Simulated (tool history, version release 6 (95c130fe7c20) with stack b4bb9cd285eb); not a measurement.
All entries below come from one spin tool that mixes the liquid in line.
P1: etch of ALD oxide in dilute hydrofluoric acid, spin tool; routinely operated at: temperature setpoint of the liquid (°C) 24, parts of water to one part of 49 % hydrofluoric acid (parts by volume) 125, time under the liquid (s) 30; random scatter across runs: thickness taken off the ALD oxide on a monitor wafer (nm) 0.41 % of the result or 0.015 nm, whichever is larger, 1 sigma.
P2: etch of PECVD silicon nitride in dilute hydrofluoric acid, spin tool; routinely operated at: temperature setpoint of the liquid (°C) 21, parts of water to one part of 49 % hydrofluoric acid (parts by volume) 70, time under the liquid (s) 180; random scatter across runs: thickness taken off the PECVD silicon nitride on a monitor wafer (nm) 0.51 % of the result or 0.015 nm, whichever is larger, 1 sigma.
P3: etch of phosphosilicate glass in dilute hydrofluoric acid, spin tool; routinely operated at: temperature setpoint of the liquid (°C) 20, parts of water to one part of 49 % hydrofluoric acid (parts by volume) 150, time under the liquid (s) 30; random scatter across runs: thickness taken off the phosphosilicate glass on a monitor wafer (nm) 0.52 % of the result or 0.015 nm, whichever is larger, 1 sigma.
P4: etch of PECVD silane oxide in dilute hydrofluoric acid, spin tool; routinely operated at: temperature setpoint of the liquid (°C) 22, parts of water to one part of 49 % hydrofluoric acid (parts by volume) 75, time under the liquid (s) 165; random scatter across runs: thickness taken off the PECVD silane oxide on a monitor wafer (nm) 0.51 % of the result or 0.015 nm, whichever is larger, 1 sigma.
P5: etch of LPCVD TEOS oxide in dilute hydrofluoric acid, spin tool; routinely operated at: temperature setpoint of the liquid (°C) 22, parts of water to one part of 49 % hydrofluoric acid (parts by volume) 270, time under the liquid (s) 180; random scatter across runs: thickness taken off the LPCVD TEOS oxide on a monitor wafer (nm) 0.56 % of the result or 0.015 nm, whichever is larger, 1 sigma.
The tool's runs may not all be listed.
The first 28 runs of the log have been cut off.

| run | hour | process that ran | temperature setpoint of the liquid (°C) | parts of water to one part of 49 % hydrofluoric acid (parts by volume) | time under the liquid (s) | hours since the thermometer was replaced | hours since the hydrofluoric acid flow meter was replaced | thickness taken off the ALD oxide on a monitor wafer (nm) | thickness taken off the PECVD silicon nitride on a monitor wafer (nm) | thickness taken off the phosphosilicate glass on a monitor wafer (nm) | thickness taken off the LPCVD TEOS oxide on a monitor wafer (nm) | thickness taken off the PECVD silane oxide on a monitor wafer (nm) |
|---|---|---|---|---|---|---|---|---|---|---|---|---|
| 29 | 112.6 | P4 | 22 | 125 | 165 | 17.2 | 68.7 |  |  |  |  | 17.743 |
| 30 | 117 | P2 | 21 | 70 | 180 | 21.6 | 73.1 |  | 11.643 |  |  |  |
| 31 | 121.7 | P3 | 20 | 150 | 60 | 26.3 | 77.8 |  |  | 42.658 |  |  |
| 32 | 126.5 | P1 | 24 | 125 | 30 | 31.1 | 82.6 | 6.3933 |  |  |  |  |
| 33 | 131.1 | P1 | 24 | 125 | 30 | 35.7 | 87.2 | 6.2033 |  |  |  |  |
| 34 | 134.4 | P1 | 24 | 125 | 30 | 39 | 90.5 | 6.1344 |  |  |  |  |
| 35 | 139.4 | P1 | 24 | 125 | 30 | 44 | 95.5 | 6.0266 |  |  |  |  |
| 36 | 144.2 | P1 | 24 | 125 | 30 | 48.8 | 100.3 | 6.0295 |  |  |  |  |

Run 37 comes next. What will it give?
| 37 | 148.8 | P1 | 24 | 125 | 30 | 53.4 | 104.9 | ? |  |  |  |  |

thickness taken off the ALD oxide on a monitor wafer (nm): 6.013

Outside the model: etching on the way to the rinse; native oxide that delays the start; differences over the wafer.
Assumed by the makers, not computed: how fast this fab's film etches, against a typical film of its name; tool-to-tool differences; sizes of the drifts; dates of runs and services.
